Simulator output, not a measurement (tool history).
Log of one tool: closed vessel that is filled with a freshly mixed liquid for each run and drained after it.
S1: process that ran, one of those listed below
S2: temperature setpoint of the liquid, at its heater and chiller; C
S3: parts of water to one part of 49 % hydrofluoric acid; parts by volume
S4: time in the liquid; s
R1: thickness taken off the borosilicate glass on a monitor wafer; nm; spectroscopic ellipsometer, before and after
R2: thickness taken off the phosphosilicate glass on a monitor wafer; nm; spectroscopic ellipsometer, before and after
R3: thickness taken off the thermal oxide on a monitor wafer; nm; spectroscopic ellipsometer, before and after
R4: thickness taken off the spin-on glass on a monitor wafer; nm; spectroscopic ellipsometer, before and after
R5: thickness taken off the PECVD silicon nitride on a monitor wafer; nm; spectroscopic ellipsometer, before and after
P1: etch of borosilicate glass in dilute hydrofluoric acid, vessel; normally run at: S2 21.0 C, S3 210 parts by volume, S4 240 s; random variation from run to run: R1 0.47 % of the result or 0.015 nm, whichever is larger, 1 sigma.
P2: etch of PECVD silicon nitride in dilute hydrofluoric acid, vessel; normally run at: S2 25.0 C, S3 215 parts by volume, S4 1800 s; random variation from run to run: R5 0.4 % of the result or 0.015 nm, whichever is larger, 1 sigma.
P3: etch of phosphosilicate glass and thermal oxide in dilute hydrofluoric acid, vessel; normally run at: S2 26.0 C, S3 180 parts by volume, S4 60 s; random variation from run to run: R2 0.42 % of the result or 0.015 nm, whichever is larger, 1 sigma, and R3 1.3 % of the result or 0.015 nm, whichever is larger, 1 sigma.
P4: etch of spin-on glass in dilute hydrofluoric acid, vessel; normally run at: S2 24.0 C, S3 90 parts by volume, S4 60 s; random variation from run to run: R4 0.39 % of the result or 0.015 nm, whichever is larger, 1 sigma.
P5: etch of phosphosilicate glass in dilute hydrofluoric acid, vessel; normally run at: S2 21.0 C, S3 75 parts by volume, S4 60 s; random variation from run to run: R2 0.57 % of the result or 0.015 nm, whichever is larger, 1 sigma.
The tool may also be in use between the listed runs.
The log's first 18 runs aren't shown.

{"run": 19, "hour": 186.3, "S1": "P1", "S2": 21.0, "S3": 210, "S4": 240, "R1": 27.851}
{"run": 20, "hour": 196.0, "S1": "P2", "S2": 31.5, "S3": 215, "S4": 1800, "R5": 38.193}
{"run": 21, "hour": 205.2, "S1": "P5", "S2": 21.0, "S3": 75, "S4": 60, "R2": 106.38}
{"run": 22, "hour": 215.0, "S1": "P3", "S2": 26.0, "S3": 250, "S4": 60, "R2": 22.21, "R3": 0.98868}
{"run": 23, "hour": 222.4, "S1": "P1", "S2": 28.0, "S3": 210, "S4": 240, "R1": 35.678}
{"run": 24, "hour": 232.1, "S1": "P4", "S2": 24.0, "S3": 90, "S4": 110, "R4": 28.222}
{"run": 25, "hour": 240.4, "S1": "P4", "S2": 24.0, "S3": 90, "S4": 60, "R4": 15.249}
{"run": 26, "hour": 248.3, "S1": "P2", "S2": 25.0, "S3": 215, "S4": 1800, "R5": 25.876}
{"run": 27, "hour": 256.2, "S1": "P5", "S2": 17.0, "S3": 75, "S4": 60, "R2": 90.031}
{"run": 28, "hour": 267.0, "S1": "P1", "S2": 21.0, "S3": 210, "S4": 240, "R1": 27.809}
{"run": 29, "hour": 279.4, "S1": "P1", "S2": 21.0, "S3": 210, "S4": 240, "R1": 27.817}

The next listed run, before its measurement:
{"run": 30, "hour": 289.0, "S1": "P3", "S2": 26.0, "S3": 180, "S4": 100, "R2": "?", "R3": "?"}

Run 30 gave R2 56.140 nm, R3 2.47190 nm.
